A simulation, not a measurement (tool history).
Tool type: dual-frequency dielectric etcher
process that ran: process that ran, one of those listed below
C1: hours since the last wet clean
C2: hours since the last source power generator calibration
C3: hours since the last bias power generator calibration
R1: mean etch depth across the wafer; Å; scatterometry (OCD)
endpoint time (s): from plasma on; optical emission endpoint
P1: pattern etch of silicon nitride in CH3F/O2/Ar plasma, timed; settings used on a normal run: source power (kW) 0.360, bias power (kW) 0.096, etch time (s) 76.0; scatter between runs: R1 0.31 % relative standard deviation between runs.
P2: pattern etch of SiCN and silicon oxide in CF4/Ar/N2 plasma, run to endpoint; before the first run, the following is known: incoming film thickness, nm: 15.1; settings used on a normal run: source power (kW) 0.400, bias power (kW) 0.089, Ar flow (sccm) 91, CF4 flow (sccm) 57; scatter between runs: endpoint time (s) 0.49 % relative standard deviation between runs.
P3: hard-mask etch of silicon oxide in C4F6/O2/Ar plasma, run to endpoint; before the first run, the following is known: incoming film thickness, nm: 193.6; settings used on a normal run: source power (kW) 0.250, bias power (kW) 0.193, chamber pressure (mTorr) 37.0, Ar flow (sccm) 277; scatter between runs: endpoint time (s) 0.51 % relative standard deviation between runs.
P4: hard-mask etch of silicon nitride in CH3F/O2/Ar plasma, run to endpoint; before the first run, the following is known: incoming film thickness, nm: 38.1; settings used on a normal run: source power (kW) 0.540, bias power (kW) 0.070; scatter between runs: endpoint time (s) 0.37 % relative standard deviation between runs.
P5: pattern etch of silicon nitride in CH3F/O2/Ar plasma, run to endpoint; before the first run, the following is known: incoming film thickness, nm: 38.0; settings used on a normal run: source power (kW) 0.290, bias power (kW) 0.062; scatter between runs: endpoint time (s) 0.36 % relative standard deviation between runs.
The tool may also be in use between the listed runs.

Run 1, day 0.388: process that ran P1, source power (kW) 0.360, bias power (kW) 0.096, etch time (s) 76.0; C1 222.5; C2 1749.3; C3 1306.8. Result: R1 568.25 Å.
Run 2, day 0.783: process that ran P2, source power (kW) 0.400, bias power (kW) 0.089, Ar flow (sccm) 91, CF4 flow (sccm) 57; C1 232.0; C2 1758.8; C3 1316.3. Result: endpoint time (s) 17.737.
Run 3, day 1.133: process that ran P1, source power (kW) 0.270, bias power (kW) 0.096, etch time (s) 76.0; C1 240.4; C2 1767.2; C3 1324.7. Result: R1 511.95 Å.
Run 4, day 1.721: process that ran P1, source power (kW) 0.360, bias power (kW) 0.136, etch time (s) 76.0; C1 254.5; C2 1781.3; C3 1338.8. Result: R1 648.77 Å.
Run 5, day 2.150: process that ran P3, source power (kW) 0.250, bias power (kW) 0.193, Ar flow (sccm) 277, chamber pressure (mTorr) 37.0; C1 264.8; C2 1791.6; C3 1349.1. Result: endpoint time (s) 73.057.
Run 6, day 2.904: process that ran P3, source power (kW) 0.250, bias power (kW) 0.193, Ar flow (sccm) 218, chamber pressure (mTorr) 37.0; C1 282.9; C2 1809.7; C3 1367.2. Result: endpoint time (s) 71.251.
Run 7, day 3.425: process that ran P4, source power (kW) 0.540, bias power (kW) 0.070; C1 295.4; C2 1822.2; C3 1379.7. Result: endpoint time (s) 50.701.
Run 8, day 3.896: process that ran P2, source power (kW) 0.400, bias power (kW) 0.116, Ar flow (sccm) 91, CF4 flow (sccm) 57; C1 306.7; C2 1833.5; C3 1391.0. Result: endpoint time (s) 16.234.
Run 9, day 4.358: process that ran P3, source power (kW) 0.180, bias power (kW) 0.193, Ar flow (sccm) 277, chamber pressure (mTorr) 37.0; C1 317.8; C2 1844.6; C3 1402.1. Result: endpoint time (s) 82.613.
Run 10, day 4.917: process that ran P3, source power (kW) 0.250, bias power (kW) 0.193, Ar flow (sccm) 277, chamber pressure (mTorr) 37.0; C1 331.2; C2 1858.0; C3 1415.5. Result: endpoint time (s) 73.382.
Run 11, day 5.454: process that ran P2, source power (kW) 0.400, bias power (kW) 0.089, Ar flow (sccm) 69, CF4 flow (sccm) 57; C1 344.1; C2 1870.9; C3 1428.4. Result: endpoint time (s) 17.128.
Run 12, day 6.162: process that ran P2, source power (kW) 0.400, bias power (kW) 0.089, Ar flow (sccm) 91, CF4 flow (sccm) 43; C1 361.1; C2 1887.9; C3 1445.4. Result: endpoint time (s) 18.501.
Run 13, day 6.896: process that ran P5, source power (kW) 0.230, bias power (kW) 0.062; C1 378.7; C2 1905.5; C3 1463.0. Result: endpoint time (s) 71.985.
Run 14, day 7.283: process that ran P1, source power (kW) 0.360, bias power (kW) 0.096, etch time (s) 76.0; C1 388.0; C2 1914.8; C3 1472.3. Result: R1 569.03 Å.
Run 15, day 7.875: process that ran P1, source power (kW) 0.360, bias power (kW) 0.096, etch time (s) 76.0; C1 402.2; C2 1929.0; C3 1486.5. Result: R1 573.47 Å.
Run 16, day 8.412: process that ran P5, source power (kW) 0.290, bias power (kW) 0.062; C1 415.1; C2 1941.9; C3 1499.4. Result: endpoint time (s) 65.900.
Run 17, day 9.196: process that ran P4, source power (kW) 0.710, bias power (kW) 0.070; C1 433.9; C2 1960.7; C3 1518.2. Result: endpoint time (s) 45.757.
Run 18, day 9.604: process that ran P1, source power (kW) 0.360, bias power (kW) 0.096, etch time (s) 76.0; C1 443.7; C2 1970.5; C3 1528.0. Result: R1 568.46 Å.
Run 19, day 10.171: process that ran P5, source power (kW) 0.290, bias power (kW) 0.045; C1 457.3; C2 1984.1; C3 1541.6. Result: endpoint time (s) 73.494.
Run 20, day 10.592: process that ran P1, source power (kW) 0.360, bias power (kW) 0.096, etch time (s) 57.5; C1 467.4; C2 1994.2; C3 1551.7. Result: R1 433.87 Å.
Run 21, day 11.179: process that ran P1, source power (kW) 0.360, bias power (kW) 0.096, etch time (s) 76.0; C1 481.5; C2 2008.3; C3 1565.8. Result: R1 569.33 Å.
Run 22, day 11.583: process that ran P2, source power (kW) 0.270, bias power (kW) 0.089, Ar flow (sccm) 91, CF4 flow (sccm) 57; C1 491.2; C2 2018.0; C3 1575.5. Result: endpoint time (s) 25.065.
Run 23, day 12.108: process that ran P5, source power (kW) 0.290, bias power (kW) 0.062; C1 503.8; C2 2030.6; C3 1588.1. Result: endpoint time (s) 66.296.
Run 24, day 12.754: process that ran P1, source power (kW) 0.360, bias power (kW) 0.096, etch time (s) 76.0; C1 519.3; C2 2046.1; C3 1603.6. Result: R1 571.76 Å.
Run 25, day 13.454: process that ran P1, source power (kW) 0.360, bias power (kW) 0.096, etch time (s) 106.5; C1 536.1; C2 2062.9; C3 1620.4. Result: R1 796.02 Å.
Run 26, day 14.204: process that ran P1, source power (kW) 0.360, bias power (kW) 0.057, etch time (s) 76.0; C1 554.1; C2 2080.9; C3 1638.4. Result: R1 474.21 Å.
Run 27, day 14.625: process that ran P1, source power (kW) 0.450, bias power (kW) 0.096, etch time (s) 76.0; C1 564.2; C2 2091.0; C3 1648.5. Result: R1 617.52 Å.
Run 28, day 15.029: process that ran P4, source power (kW) 0.540, bias power (kW) 0.096; C1 573.9; C2 2100.7; C3 1658.2. Result: endpoint time (s) 45.201.
Run 29, day 15.442: process that ran P3, source power (kW) 0.250, bias power (kW) 0.246, Ar flow (sccm) 277, chamber pressure (mTorr) 37.0; C1 583.8; C2 2110.6; C3 1668.1. Result: endpoint time (s) 68.263.
Run 30, day 16.233: process that ran P1, source power (kW) 0.290, bias power (kW) 0.063, etch time (s) 76.0; C1 602.8; C2 2129.6; C3 1687.1. Result: R1 451.76 Å.
Run 31, day 16.617: process that ran P3, source power (kW) 0.250, bias power (kW) 0.193, Ar flow (sccm) 277, chamber pressure (mTorr) 27.5; C1 612.0; C2 2138.8; C3 1696.3. Result: endpoint time (s) 70.746.
Run 32, day 17.342: process that ran P1, source power (kW) 0.360, bias power (kW) 0.096, etch time (s) 76.0; C1 629.4; C2 2156.2; C3 1713.7. Result: R1 570.54 Å.
Run 33, day 17.712: process that ran P1, source power (kW) 0.360, bias power (kW) 0.096, etch time (s) 76.0; C1 638.3; C2 2165.1; C3 1722.6. Result: R1 569.77 Å.
Run 34, day 18.250: process that ran P1, source power (kW) 0.360, bias power (kW) 0.096, etch time (s) 76.0; C1 651.2; C2 2178.0; C3 1735.5. Result: R1 573.86 Å.
Run 35, day 18.838: process that ran P1, source power (kW) 0.360, bias power (kW) 0.096, etch time (s) 76.0; C1 665.3; C2 2192.1; C3 1749.6. Result: R1 572.07 Å.
Run 36, day 19.250: process that ran P1, source power (kW) 0.360, bias power (kW) 0.096, etch time (s) 76.0; C1 675.2; C2 2202.0; C3 1759.5. Result: R1 577.24 Å.
Run 37, day 20.008: process that ran P1, source power (kW) 0.360, bias power (kW) 0.096, etch time (s) 76.0; C1 693.4; C2 2220.2; C3 1777.7. Result: R1 577.28 Å.
Run 38, day 20.708: process that ran P1, source power (kW) 0.360, bias power (kW) 0.096, etch time (s) 76.0; C1 710.2; C2 2237.0; C3 1794.5. Result: R1 579.85 Å.
At day 20.821: wet clean of the chamber.
Run 39, day 21.433: process that ran P1, source power (kW) 0.360, bias power (kW) 0.096, etch time (s) 76.0; C1 14.8; C2 2254.4; C3 1811.9. Result: R1 581.45 Å.
Run 40, day 21.996: process that ran P1, source power (kW) 0.360, bias power (kW) 0.096, etch time (s) 76.0; C1 28.3; C2 2267.9; C3 1825.4. Result: R1 580.37 Å.
Run 41, day 22.546: process that ran P1, source power (kW) 0.360, bias power (kW) 0.096, etch time (s) 76.0; C1 41.5; C2 2281.1; C3 1838.6. Result: R1 579.47 Å.
Run 42, day 23.338: process that ran P1, source power (kW) 0.360, bias power (kW) 0.096, etch time (s) 76.0; C1 60.5; C2 2300.1; C3 1857.6. Result: R1 580.23 Å.

Something has made what P1 gives creep away from where it was; the 2 causes below, each at its own stated size, fit the log equally well:
A: source power that arrives over what is set, % = 4.64
B: bias power that arrives over what is set, % = 4.69
Creep in the process output first set in at about day 17.342.
Each remaining cause and why it is not a fit:
chamber walls in a state that raises the etch rate, %: serviced at day 20.821, after the change had begun; the process did not return to its earlier output

Below are 4 check runs, each averaged over 3 wafers, with their results shown as question marks. Which of them would give clearly different results depending on which cause is behind the drift?
Run check 1, day 24.129: process that ran P3, source power (kW) 0.250, bias power (kW) 0.193, Ar flow (sccm) 277, chamber pressure (mTorr) 37.0. Result: endpoint time (s) ?.
Run check 2, day 24.129: process that ran P2, source power (kW) 0.400, bias power (kW) 0.089, Ar flow (sccm) 91, CF4 flow (sccm) 57. Result: endpoint time (s) ?.
Run check 3, day 24.129: process that ran P4, source power (kW) 0.540, bias power (kW) 0.070. Result: endpoint time (s) ?.
Run check 4, day 24.129: process that ran P5, source power (kW) 0.290, bias power (kW) 0.062. Result: endpoint time (s) ?.

What each check would give under each cause:
  check             result    if A    if B
check 1  endpoint time (s)  72.026  72.183
check 2  endpoint time (s)  17.047  17.445
check 3  endpoint time (s)  49.747  49.850
check 4  endpoint time (s)  64.800  64.904
Minimum pairwise separation of causes per check, each pair taken at its best-separating result: check 1 0.22 %; check 2 2.31 %; check 3 0.21 %; check 4 0.16 %
Only check 2 tells the causes apart: in the others they would give nearly the same result.

Check 2 was carried out, with these results: endpoint time (s) 17.377. Which of the listed causes is responsible?

Of the candidate causes, it is B: bias power that arrives over what is set, %.

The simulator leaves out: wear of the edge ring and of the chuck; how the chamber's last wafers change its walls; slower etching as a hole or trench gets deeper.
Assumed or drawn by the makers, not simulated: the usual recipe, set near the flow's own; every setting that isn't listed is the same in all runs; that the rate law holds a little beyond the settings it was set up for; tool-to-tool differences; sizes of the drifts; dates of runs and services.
